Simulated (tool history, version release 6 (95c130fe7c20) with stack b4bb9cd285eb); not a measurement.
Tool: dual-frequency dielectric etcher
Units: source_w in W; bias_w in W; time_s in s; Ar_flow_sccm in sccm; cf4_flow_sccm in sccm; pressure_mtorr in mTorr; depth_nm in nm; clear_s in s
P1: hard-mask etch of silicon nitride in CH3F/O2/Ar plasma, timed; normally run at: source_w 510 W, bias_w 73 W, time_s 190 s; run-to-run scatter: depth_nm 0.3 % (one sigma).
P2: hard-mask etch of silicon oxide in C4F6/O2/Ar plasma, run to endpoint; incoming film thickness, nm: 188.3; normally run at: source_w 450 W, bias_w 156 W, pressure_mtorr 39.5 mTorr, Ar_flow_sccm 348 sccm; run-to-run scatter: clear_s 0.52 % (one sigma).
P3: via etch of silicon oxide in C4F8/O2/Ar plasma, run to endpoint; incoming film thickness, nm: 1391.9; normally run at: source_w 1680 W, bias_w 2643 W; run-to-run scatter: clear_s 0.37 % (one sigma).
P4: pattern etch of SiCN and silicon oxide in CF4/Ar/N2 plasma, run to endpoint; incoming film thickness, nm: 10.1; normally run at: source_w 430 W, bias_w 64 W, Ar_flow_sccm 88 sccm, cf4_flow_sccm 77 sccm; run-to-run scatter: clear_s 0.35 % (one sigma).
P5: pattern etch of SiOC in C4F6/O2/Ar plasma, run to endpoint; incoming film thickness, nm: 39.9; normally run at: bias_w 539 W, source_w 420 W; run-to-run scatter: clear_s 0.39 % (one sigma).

| run | day | process | source_w | bias_w | time_s | Ar_flow_sccm | cf4_flow_sccm | pressure_mtorr | hours since the last wet clean | hours since the last source power generator calibration | hours since the last bias power generator calibration | depth_nm | clear_s |
|---|---|---|---|---|---|---|---|---|---|---|---|---|---|
| 1 | 0.333 | P1 | 510 | 73 | 190 |  |  |  | 319.6 | 917.6 | 1093.9 | 151.83 |  |
| 2 | 0.646 | P4 | 430 | 64 |  | 107 | 77 |  | 327.1 | 925.1 | 1101.4 |  | 12.684 |
| 3 | 1.092 | P1 | 510 | 73 | 190 |  |  |  | 337.8 | 935.8 | 1112.1 | 151.2 |  |
| 4 | 1.438 | P1 | 510 | 73 | 266 |  |  |  | 346.1 | 944.1 | 1120.4 | 211.61 |  |
| 5 | 1.817 | P4 | 320 | 64 |  | 88 | 77 |  | 355.2 | 953.2 | 1129.5 |  | 15.93 |
| 6 | 2.133 | P1 | 510 | 45 | 190 |  |  |  | 362.8 | 960.8 | 1137.1 | 129.99 |  |
| 7 | 2.438 | P1 | 510 | 73 | 119.5 |  |  |  | 370.1 | 968.1 | 1144.4 | 95.827 |  |
| 8 | 2.904 | P2 | 450 | 200 |  | 348 |  | 39.5 | 381.3 | 979.3 | 1155.6 |  | 56.236 |
| 9 | 3.275 | P2 | 450 | 156 |  | 253 |  | 39.5 | 390.2 | 988.2 | 1164.5 |  | 58.732 |
| 10 | 3.583 | P2 | 450 | 156 |  | 348 |  | 39.5 | 397.6 | 995.6 | 1171.9 |  | 60.47 |
| 11 | 3.958 | P1 | 510 | 92 | 190 |  |  |  | 406.6 | 1004.6 | 1180.9 | 164.24 |  |
| 12 | 4.233 | P1 | 510 | 73 | 190 |  |  |  | 413.2 | 1011.2 | 1187.5 | 151.38 |  |
| 13 | 4.496 | P1 | 510 | 96 | 234.5 |  |  |  | 419.5 | 1017.5 | 1193.8 | 205.54 |  |
| 14 | 4.808 | P4 | 430 | 64 |  | 88 | 77 |  | 427 | 1025 | 1201.3 |  | 12.264 |
| 15 | 5.325 | P4 | 430 | 38 |  | 88 | 77 |  | 439.4 | 1037.4 | 1213.7 |  | 14.444 |
| 16 | 5.675 | P1 | 620 | 73 | 190 |  |  |  | 447.8 | 1045.8 | 1222.1 | 162.72 |  |
| 17 | 6.033 | P2 | 450 | 156 |  | 348 |  | 56 | 456.4 | 1054.4 | 1230.7 |  | 63.577 |
| 18 | 6.525 | P1 | 510 | 73 | 190 |  |  |  | 468.2 | 1066.2 | 1242.5 | 151.33 |  |
| 19 | 6.754 | P3 | 2300 | 2643 |  |  |  |  | 473.7 | 1071.7 | 1248 |  | 238.27 |
| 20 | 7.05 | P1 | 400 | 73 | 190 |  |  |  | 480.8 | 1078.8 | 1255.1 | 137.52 |  |
| 21 | 7.508 | P2 | 280 | 156 |  | 348 |  | 39.5 | 491.8 | 1089.8 | 1266.1 |  | 73.726 |
| 22 | 7.95 | P5 | 300 | 539 |  |  |  |  | 502.4 | 1100.4 | 1276.7 |  | 14.527 |
| 23 | 8.379 | P3 | 1680 | 3570 |  |  |  |  | 512.7 | 1110.7 | 1287 |  | 244.59 |
| 24 | 8.767 | P1 | 510 | 73 | 190 |  |  |  | 522 | 1120 | 1296.3 | 151.13 |  |
| 25 | 9.25 | P4 | 430 | 64 |  | 88 | 101 |  | 533.6 | 1131.6 | 1307.9 |  | 11.845 |
| 26 | 9.521 | P5 | 420 | 693 |  |  |  |  | 540.1 | 1138.1 | 1314.4 |  | 11.725 |
| 27 | 10.025 | P3 | 1680 | 2643 |  |  |  |  | 552.2 | 1150.2 | 1326.5 |  | 267.36 |
| 28 | 10.467 | P5 | 420 | 539 |  |  |  |  | 562.8 | 1160.8 | 1337.1 |  | 12.836 |
| 29 | 10.708 | P2 | 450 | 156 |  | 348 |  | 39.5 | 568.6 | 1166.6 | 1342.9 |  | 60.762 |
| 30 | 11.104 | P5 | 420 | 539 |  |  |  |  | 578.1 | 1176.1 | 1352.4 |  | 12.937 |
| 31 | 11.421 | P4 | 430 | 64 |  | 88 | 77 |  | 585.7 | 1183.7 | 1360 |  | 12.301 |
| 32 | 11.883 | P1 | 510 | 73 | 190 |  |  |  | 596.8 | 1194.8 | 1371.1 | 151.35 |  |
| 33 | 12.375 | P1 | 510 | 73 | 190 |  |  |  | 608.6 | 1206.6 | 1382.9 | 151.4 |  |
| 34 | 12.779 | P1 | 510 | 73 | 190 |  |  |  | 618.3 | 1216.3 | 1392.6 | 151.95 |  |
| 35 | 13.221 | P1 | 510 | 73 | 190 |  |  |  | 628.9 | 1226.9 | 1403.2 | 153.32 |  |
| 36 | 13.508 | P1 | 510 | 73 | 190 |  |  |  | 635.8 | 1233.8 | 1410.1 | 153.71 |  |
| 37 | 13.775 | P1 | 510 | 73 | 190 |  |  |  | 642.2 | 1240.2 | 1416.5 | 154.18 |  |
|  | 13.883 | wet clean of the chamber |
| 38 | 14.075 | P1 | 510 | 73 | 190 |  |  |  | 4.6 | 1247.4 | 1423.7 | 153.36 |  |
| 39 | 14.425 | P1 | 510 | 73 | 190 |  |  |  | 13 | 1255.8 | 1432.1 | 154.09 |  |
| 40 | 14.654 | P1 | 510 | 73 | 190 |  |  |  | 18.5 | 1261.3 | 1437.6 | 153.58 |  |

What P1 gives has crept away from where it was. These 2 causes fit the log equally well, each at the size given:
A: source power that arrives over what is set, % = 3.97
B: bias power that arrives over what is set, % = 4.47
The creep began at about day 12.375.
Why every other cause is out:
chamber walls in a state that raises the etch rate, %: serviced at day 13.883, which brought nothing back

4 check runs are offered, each on 2 wafers whose results are averaged, their results left as question marks. Which one tells the causes apart?
| check 1 | 14.883 | P5 | 420 | 539 |  |  |  |  |  |  |  |  | ? |
| check 2 | 14.883 | P2 | 450 | 156 |  | 348 |  | 39.5 |  |  |  |  | ? |
| check 3 | 14.883 | P3 | 1680 | 2643 |  |  |  |  |  |  |  |  | ? |
| check 4 | 14.883 | P4 | 430 | 64 |  | 88 | 77 |  |  |  |  |  | ? |

What each check would give under each cause:
| check | result | if A | if B |
|---|---|---|---|
| check 1 | clear_s | 12.669 | 12.642 |
| check 2 | clear_s | 59.711 | 59.832 |
| check 3 | clear_s | 264.65 | 265.12 |
| check 4 | clear_s | 11.889 | 12.137 |
How far apart the two closest causes lie, in the result that separates them most: check 1 0.22 %; check 2 0.2 %; check 3 0.18 %; check 4 2.06 %
Check 4 tells the causes apart: in the others they would give nearly the same result.

Then check 4 was run and gave: clear_s 11.903 s. Which cause is it?

It is A: source power that arrives over what is set, %.

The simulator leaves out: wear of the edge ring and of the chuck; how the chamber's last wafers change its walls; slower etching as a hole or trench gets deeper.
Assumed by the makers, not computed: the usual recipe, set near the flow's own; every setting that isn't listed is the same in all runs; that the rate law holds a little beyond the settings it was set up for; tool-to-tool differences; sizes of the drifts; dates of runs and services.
